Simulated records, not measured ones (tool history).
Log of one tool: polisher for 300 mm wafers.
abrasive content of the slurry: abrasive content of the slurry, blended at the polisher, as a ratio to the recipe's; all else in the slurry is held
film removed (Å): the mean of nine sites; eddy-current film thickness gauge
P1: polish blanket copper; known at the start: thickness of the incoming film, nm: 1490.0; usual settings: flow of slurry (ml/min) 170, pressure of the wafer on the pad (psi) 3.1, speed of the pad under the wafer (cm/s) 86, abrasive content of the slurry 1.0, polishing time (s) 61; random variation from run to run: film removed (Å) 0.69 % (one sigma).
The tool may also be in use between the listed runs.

run	hour	flow of slurry (ml/min)	pressure of the wafer on the pad (psi)	speed of the pad under the wafer (cm/s)	abrasive content of the slurry	polishing time (s)	film removed (Å)
1	6.4	170	3.1	86	1.0	61	1517.00
2	17.2	170	3.1	86	1.0	42	1027.50
3	26.8	170	1.7	86	1.0	39	523.52
# hour 39.9: slurry blender recalibrated
4	41.0	170	3.1	86	1.0	61	1530.10
5	53.3	265	3.1	86	1.0	45	1172.40
6	64.1	170	3.1	86	1.0	87	2167.20
7	73.3	170	3.1	54	1.0	61	940.46
8	88.0	170	3.1	86	1.0	61	1521.00
9	94.7	170	3.1	86	1.0	61	1514.00
10	106.7	170	4.9	86	1.0	61	2390.80
11	120.8	100	3.1	86	1.0	61	1368.70
12	128.3	170	3.1	86	1.0	61	1516.20
13	141.2	235	3.1	86	1.0	61	1573.00
# hour 141.4: slurry nozzle cleaned
14	153.4	170	2.3	86	1.0	61	1118.90
15	164.2	170	3.1	64	1.0	39	717.49
16	178.0	170	3.1	86	1.5	61	1654.30
17	185.0	170	3.1	120	1.0	61	2102.30
18	198.9	170	3.1	86	0.5	61	1318.50
19	208.4	170	3.1	86	1.0	61	1500.20
20	221.4	170	3.1	86	1.0	61	1477.20
21	233.6	170	3.1	86	1.0	61	1461.90
22	240.1	170	3.1	86	1.0	61	1452.50
23	252.1	170	3.1	86	1.0	61	1441.80
24	259.8	170	3.1	86	1.0	61	1447.00
# hour 261.3: slurry blender recalibrated
# hour 261.4: head pressure recalibrated
25	273.5	170	3.1	86	1.0	61	1433.20
26	282.3	170	3.1	86	1.0	61	1420.90
27	294.9	170	3.1	86	1.0	61	1429.10
28	303.1	170	3.1	86	1.0	61	1431.40
29	317.9	170	3.1	86	1.0	61	1426.90

What P1 gives has crept away from where it was. These 2 causes fit the log equally well, each at the size given:
A: removal rate lost through wear of the pad, % = 6.15
B: slurry flow missing at the pad, % = 29.5
The creep began at about hour 208.4.
Why every other cause is out:
head's pressure below its setpoint, %: serviced at hour 261.4, which brought nothing back
abrasive missing from the slurry, %: serviced at hour 261.3, which brought nothing back

4 check runs are offered, each on 2 wafers whose results are averaged, their results left as question marks. Which one tells the causes apart?
check 1	332.7	170	4.8	86	0.55	61	?
check 2	332.7	170	3.1	86	0.55	61	?
check 3	332.7	100	3.1	86	1.40	61	?
check 4	332.7	170	4.2	86	1.00	61	?

What each check would give under each cause:
check	result	if A	if B
check 1	film removed (Å)	1939.80	1940.10
check 2	film removed (Å)	1252.80	1253.00
check 3	film removed (Å)	1373.60	1322.30
check 4	film removed (Å)	1920.40	1920.70
How far apart the two closest causes lie, in the result that separates them most: check 1 0.02 %; check 2 0.02 %; check 3 3.81 %; check 4 0.02 %
Check 3 tells the causes apart: in the others they would give nearly the same result.

Check 3 was then run and gave: film removed (Å) 1377.40. Which cause is it?

It is A: removal rate lost through wear of the pad, %.
